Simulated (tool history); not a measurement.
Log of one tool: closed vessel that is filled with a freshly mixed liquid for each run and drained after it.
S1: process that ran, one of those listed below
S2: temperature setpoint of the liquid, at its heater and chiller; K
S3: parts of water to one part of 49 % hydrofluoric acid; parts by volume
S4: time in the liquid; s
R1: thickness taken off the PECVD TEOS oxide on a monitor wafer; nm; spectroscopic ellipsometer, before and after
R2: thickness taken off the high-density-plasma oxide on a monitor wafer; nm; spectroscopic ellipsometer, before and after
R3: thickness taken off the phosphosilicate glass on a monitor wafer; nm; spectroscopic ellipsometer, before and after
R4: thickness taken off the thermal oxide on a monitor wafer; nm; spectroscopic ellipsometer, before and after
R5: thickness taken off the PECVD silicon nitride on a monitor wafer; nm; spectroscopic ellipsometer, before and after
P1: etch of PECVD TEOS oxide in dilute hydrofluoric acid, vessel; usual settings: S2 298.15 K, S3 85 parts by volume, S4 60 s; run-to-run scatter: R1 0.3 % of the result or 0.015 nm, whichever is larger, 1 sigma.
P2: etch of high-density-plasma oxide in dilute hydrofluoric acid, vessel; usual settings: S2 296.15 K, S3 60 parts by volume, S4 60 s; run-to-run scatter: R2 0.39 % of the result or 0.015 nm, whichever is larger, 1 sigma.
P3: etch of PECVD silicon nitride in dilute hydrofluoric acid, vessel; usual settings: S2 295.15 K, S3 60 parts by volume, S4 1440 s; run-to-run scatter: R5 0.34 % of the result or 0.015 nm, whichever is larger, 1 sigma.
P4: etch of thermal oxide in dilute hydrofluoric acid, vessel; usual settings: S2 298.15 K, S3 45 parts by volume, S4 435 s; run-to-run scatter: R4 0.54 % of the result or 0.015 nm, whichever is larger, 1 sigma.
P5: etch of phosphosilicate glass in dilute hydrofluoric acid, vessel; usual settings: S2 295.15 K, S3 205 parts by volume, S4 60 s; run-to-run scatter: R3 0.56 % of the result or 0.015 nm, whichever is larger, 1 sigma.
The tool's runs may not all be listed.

run,hour,S1,S2,S3,S4,R1,R2,R3,R4,R5
1,9.7,P1,298.15,85,60,15.2020,,,,
2,20.2,P2,296.15,100,60,,4.0313,,,
3,34.5,P1,298.15,50,60,26.9620,,,,
4,50.2,P1,298.15,40,30,17.1270,,,,
5,61.9,P1,298.15,85,60,15.1210,,,,
6,73.8,P5,290.15,205,60,,,38.251,,
7,88.5,P5,295.15,205,60,,,47.107,,
8,101.6,P5,295.15,205,30,,,23.315,,
9,110.0,P4,298.15,45,850,,,,102.100,
10,124.9,P1,298.15,85,60,15.1540,,,,
11,133.7,P1,298.15,85,60,15.1660,,,,
12,148.0,P1,298.15,150,60,7.9821,,,,
13,157.3,P1,298.15,85,30,7.5802,,,,
14,172.9,P3,295.15,60,2490,,,,,64.037
15,181.1,P5,295.15,115,60,,,92.392,,
16,190.4,P3,299.15,60,1440,,,,,47.822
17,205.7,P3,295.15,100,1440,,,,,22.235
18,219.7,P1,298.15,85,60,15.1560,,,,
19,235.4,P1,303.15,85,60,18.4650,,,,
20,248.0,P2,296.15,60,60,,7.0097,,,
21,264.4,P4,304.65,45,435,,,,66.963,
22,279.2,P2,296.15,60,90,,10.5790,,,
# hour 287.2: thermometer replaced
23,290.5,P1,293.65,85,60,12.6930,,,,
24,298.9,P2,303.15,60,60,,9.3513,,,
25,310.8,P3,295.15,60,1440,,,,,36.683
# hour 311.4: hydrofluoric acid flow meter replaced
26,326.6,P4,298.15,45,435,,,,51.593,
27,339.5,P1,298.15,85,100,25.2350,,,,
28,354.5,P2,296.15,60,60,,7.1081,,,
29,368.2,P4,298.15,25,435,,,,95.678,
30,383.2,P1,298.15,85,60,15.2180,,,,
31,398.7,P1,298.15,85,60,14.5290,,,,
32,408.5,P1,298.15,85,60,14.1180,,,,
33,416.2,P1,298.15,85,60,14.1110,,,,
34,432.2,P1,298.15,85,60,13.9130,,,,

Run 35 comes next. What will it give?
35,441.2,P1,298.15,85,60,?,,,,

Run 35 gave R1 13.8310 nm.

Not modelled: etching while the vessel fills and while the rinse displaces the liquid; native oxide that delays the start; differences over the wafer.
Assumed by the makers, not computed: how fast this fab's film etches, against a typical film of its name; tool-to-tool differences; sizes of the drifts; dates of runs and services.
